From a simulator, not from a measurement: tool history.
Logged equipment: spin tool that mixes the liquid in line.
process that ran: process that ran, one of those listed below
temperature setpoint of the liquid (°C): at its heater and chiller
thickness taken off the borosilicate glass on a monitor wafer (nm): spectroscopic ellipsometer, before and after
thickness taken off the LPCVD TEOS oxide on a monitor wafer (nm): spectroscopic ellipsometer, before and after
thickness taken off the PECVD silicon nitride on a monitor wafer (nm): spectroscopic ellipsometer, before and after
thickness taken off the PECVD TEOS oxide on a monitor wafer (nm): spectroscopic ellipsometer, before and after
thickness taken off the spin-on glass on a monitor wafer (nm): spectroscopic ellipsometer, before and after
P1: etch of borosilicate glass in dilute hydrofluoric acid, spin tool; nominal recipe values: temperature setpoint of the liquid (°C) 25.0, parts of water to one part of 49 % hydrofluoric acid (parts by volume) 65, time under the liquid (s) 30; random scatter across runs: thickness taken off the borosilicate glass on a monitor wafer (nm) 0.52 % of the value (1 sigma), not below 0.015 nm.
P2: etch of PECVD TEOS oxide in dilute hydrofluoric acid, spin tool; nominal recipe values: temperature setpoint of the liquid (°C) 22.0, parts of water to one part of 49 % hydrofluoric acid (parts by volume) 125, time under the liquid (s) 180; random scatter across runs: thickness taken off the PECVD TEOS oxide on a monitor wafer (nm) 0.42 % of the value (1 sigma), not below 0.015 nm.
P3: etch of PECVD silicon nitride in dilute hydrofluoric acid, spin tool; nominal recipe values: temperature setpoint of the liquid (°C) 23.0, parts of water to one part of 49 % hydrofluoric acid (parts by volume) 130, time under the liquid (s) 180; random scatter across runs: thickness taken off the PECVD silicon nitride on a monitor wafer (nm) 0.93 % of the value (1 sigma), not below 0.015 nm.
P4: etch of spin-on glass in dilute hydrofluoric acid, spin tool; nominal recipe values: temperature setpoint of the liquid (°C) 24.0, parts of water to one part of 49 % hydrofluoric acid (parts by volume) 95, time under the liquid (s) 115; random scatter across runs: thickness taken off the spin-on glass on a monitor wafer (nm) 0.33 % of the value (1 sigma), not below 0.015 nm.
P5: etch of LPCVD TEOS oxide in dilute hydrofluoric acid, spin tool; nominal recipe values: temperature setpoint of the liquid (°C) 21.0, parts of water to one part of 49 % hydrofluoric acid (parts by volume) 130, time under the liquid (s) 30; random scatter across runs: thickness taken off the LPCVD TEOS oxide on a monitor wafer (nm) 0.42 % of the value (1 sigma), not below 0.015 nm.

run     day  process that ran  temperature setpoint of the liquid (°C)  parts of water to one part of 49 % hydrofluoric acid (parts by volume)  time under the liquid (s)  thickness taken off the borosilicate glass on a monitor wafer (nm)  thickness taken off the LPCVD TEOS oxide on a monitor wafer (nm)  thickness taken off the PECVD silicon nitride on a monitor wafer (nm)  thickness taken off the PECVD TEOS oxide on a monitor wafer (nm)  thickness taken off the spin-on glass on a monitor wafer (nm)
  1   0.662                P1                                     25.0                                                                      65                         30                                                             14.7650
  2   1.396                P5                                     21.0                                                                     235                         30                                                                                                                                5.5371
  3   2.046                P1                                     25.0                                                                      65                         15                                                              7.3849
  4   2.700                P3                                     23.0                                                                     130                        180                                                                                                                                                                                                       2.8891
  5   3.317                P1                                     30.5                                                                      65                         30                                                             18.4540
  6   4.046                P3                                     18.0                                                                     130                        180                                                                                                                                                                                                       2.1061
  7   4.408                P1                                     25.0                                                                      20                         30                                                             50.8620
  8   4.950                P1                                     19.0                                                                     105                         30                                                              6.8705
  9   5.379                P2                                     22.0                                                                     190                        180                                                                                                                                                                                                                                                                         6.9882
 10   6.017                P2                                     22.0                                                                     125                        180                                                                                                                                                                                                                                                                        11.3690
 11   6.642                P5                                     21.0                                                                     130                         50                                                                                                                               18.5690
 12   7.046                P4                                     24.0                                                                      95                         40                                                                                                                                                                                                                                                                                                                                        17.087
 13   7.521                P1                                     25.0                                                                      65                         60                                                             29.7950
 14   8.162                P4                                     24.0                                                                      95                        115                                                                                                                                                                                                                                                                                                                                        49.085
 15   8.650                P2                                     17.0                                                                     125                        180                                                                                                                                                                                                                                                                         9.3773
 16   9.312                P1                                     20.5                                                                      65                         30                                                             12.2140
 17   9.842                P1                                     25.0                                                                      65                         30                                                             14.8150
 18  10.296                P3                                     23.0                                                                     130                        325                                                                                                                                                                                                       5.3370
 19  10.667                P1                                     25.0                                                                      95                         30                                                              9.6725
 20  11.267                P1                                     20.0                                                                      35                         30                                                             23.0260
 21  11.883                P3                                     23.0                                                                     200                        180                                                                                                                                                                                                       1.9127
 22  12.588                P2                                     22.0                                                                     125                         35                                                                                                                                                                                                                                                                         2.2069
 23  13.275                P1                                     25.0                                                                      65                         30                                                             14.8880
 24  13.675                P1                                     25.0                                                                      65                         30                                                             14.6890
 25  14.067                P1                                     25.0                                                                      65                         30                                                             14.7540
 26  14.425                P5                                     21.0                                                                     130                         30                                                                                                                               11.2380
 27  15.021                P4                                     24.0                                                                      50                        115                                                                                                                                                                                                                                                                                                                                        98.095
 28  15.417                P4                                     19.5                                                                      95                        115                                                                                                                                                                                                                                                                                                                                        40.739
 29  16.079                P5                                     17.0                                                                     130                         30                                                                                                                                9.5761
 30  16.729                P4                                     24.0                                                                      95                        115                                                                                                                                                                                                                                                                                                                                        49.035
 31  17.233                P1                                     25.0                                                                      65                         30                                                             14.8100
 32  17.883                P1                                     25.0                                                                      65                         30                                                             15.1180
 33  18.462                P1                                     25.0                                                                      65                         30                                                             15.5150
 34  18.992                P1                                     25.0                                                                      65                         30                                                             15.6590
 35  19.771                P1                                     25.0                                                                      65                         30                                                             15.9250
 36  20.246                P1                                     25.0                                                                      65                         30                                                             15.7430
 37  20.883                P1                                     25.0                                                                      65                         30                                                             15.8070
 38  21.479                P1                                     25.0                                                                      65                         30                                                             15.8900
 39  21.879                P1                                     25.0                                                                      65                         30                                                             15.9480
 40  22.525                P1                                     25.0                                                                      65                         30                                                             15.9930
 41  22.975                P1                                     25.0                                                                      65                         30                                                             15.9970

What P1 gives has crept off from where it sat before. The 2 causes that follow fit the log equally well, each at the size noted:
A: liquid hotter than its thermometer reads (K) = 2.16
B: hydrofluoric acid flow above the setpoint (%) = 8.27
The gradual shift began around day 17.233.

4 check runs are offered, each on 2 wafers whose results are averaged, their results left as question marks. Which one tells the causes apart?
check 1  23.425                P4                                     24.0                                                                      95                        115                                                                                                                                                                                                                                                                                                                                             ?
check 2  23.425                P3                                     23.0                                                                     130                        180                                                                                                                                                                                                            ?
check 3  23.425                P2                                     22.0                                                                     125                        180                                                                                                                                                                                                                                                                              ?
check 4  23.425                P5                                     21.0                                                                     130                         30                                                                                                                                     ?

How each check would come out, cause by cause:
  check                                                                 result     if A     if B
check 1          thickness taken off the spin-on glass on a monitor wafer (nm)   53.266   53.452
check 2  thickness taken off the PECVD silicon nitride on a monitor wafer (nm)   3.3771   3.1736
check 3       thickness taken off the PECVD TEOS oxide on a monitor wafer (nm)  12.4000  12.4690
check 4       thickness taken off the LPCVD TEOS oxide on a monitor wafer (nm)  12.1270  12.1890
Distance between the nearest two causes, measured in the result of the check that separates them most: check 1 0.35 %; check 2 6.21 %; check 3 0.55 %; check 4 0.51 %
The causes can be told apart only by check 2. The other checks would give nearly the same results under each of them.

Here is what check 2 returned: thickness taken off the PECVD silicon nitride on a monitor wafer (nm) 3.2254. Which cause is it?

B is the cause: hydrofluoric acid flow above the setpoint (%).
